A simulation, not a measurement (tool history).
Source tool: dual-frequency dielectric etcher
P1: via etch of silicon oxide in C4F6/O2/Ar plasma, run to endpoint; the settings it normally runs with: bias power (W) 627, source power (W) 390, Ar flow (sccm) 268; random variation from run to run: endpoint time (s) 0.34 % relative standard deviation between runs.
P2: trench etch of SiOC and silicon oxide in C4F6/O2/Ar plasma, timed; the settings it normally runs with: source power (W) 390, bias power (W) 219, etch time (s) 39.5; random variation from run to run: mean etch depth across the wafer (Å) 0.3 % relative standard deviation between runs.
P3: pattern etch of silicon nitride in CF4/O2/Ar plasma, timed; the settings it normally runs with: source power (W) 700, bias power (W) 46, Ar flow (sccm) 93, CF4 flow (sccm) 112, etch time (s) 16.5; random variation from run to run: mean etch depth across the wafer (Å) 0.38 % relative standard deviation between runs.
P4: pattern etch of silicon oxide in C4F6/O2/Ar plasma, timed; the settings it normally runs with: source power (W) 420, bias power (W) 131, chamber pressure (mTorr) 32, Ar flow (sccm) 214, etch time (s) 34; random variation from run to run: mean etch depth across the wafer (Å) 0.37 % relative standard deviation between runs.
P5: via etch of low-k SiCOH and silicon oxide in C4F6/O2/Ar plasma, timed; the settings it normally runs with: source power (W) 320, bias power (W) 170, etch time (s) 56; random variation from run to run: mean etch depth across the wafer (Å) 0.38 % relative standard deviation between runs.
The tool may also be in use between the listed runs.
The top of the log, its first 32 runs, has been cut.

run   hour  process that ran  bias power (W)  source power (W)  Ar flow (sccm)  chamber pressure (mTorr)  etch time (s)  CF4 flow (sccm)  hours since the last wet clean  hours since the last bias power generator calibration  hours since the last source power generator calibration  hours since the last Ar flow controller change  endpoint time (s)  mean etch depth across the wafer (Å)
 33  231.2                P2             219               390                                                     39.5                                            455.2                                                 1422.7                                                   1731.5                                          1065.8                                                   811.34
 34  238.8                P1             448               390             170                                                                                     462.8                                                 1430.3                                                   1739.1                                          1073.4             15.269
 35  245.7                P1             627               390             268                                                                                     469.7                                                 1437.2                                                     1746                                          1080.3             14.106
 36    254                P1             627               390             337                                                                                       478                                                 1445.5                                                   1754.3                                          1088.6             14.421
 37  258.6                P1             627               390             268                                                                                     482.6                                                 1450.1                                                   1758.9                                          1093.2             14.118
 38  264.4                P1             627               390             268                                                                                     488.4                                                 1455.9                                                   1764.7                                            1099             14.181
 39  269.6                P1             627               390             268                                                                                     493.6                                                 1461.1                                                   1769.9                                          1104.2             14.219
 40  276.6                P1             627               390             268                                                                                     500.6                                                 1468.1                                                   1776.9                                          1111.2             14.349
 41    286                P1             627               390             268                                                                                       510                                                 1477.5                                                   1786.3                                          1120.6             14.296
 42  291.2                P1             627               390             268                                                                                     515.2                                                 1482.7                                                   1791.5                                          1125.8             14.307

Run 43, settings as shown, results not yet in. Your forecast:
     299.5  -- Ar flow controller replaced
 43  300.1                P1             627               390             268                                                                                     524.1                                                 1491.6                                                   1800.4                                             0.6                  ?

endpoint time (s): 14.387

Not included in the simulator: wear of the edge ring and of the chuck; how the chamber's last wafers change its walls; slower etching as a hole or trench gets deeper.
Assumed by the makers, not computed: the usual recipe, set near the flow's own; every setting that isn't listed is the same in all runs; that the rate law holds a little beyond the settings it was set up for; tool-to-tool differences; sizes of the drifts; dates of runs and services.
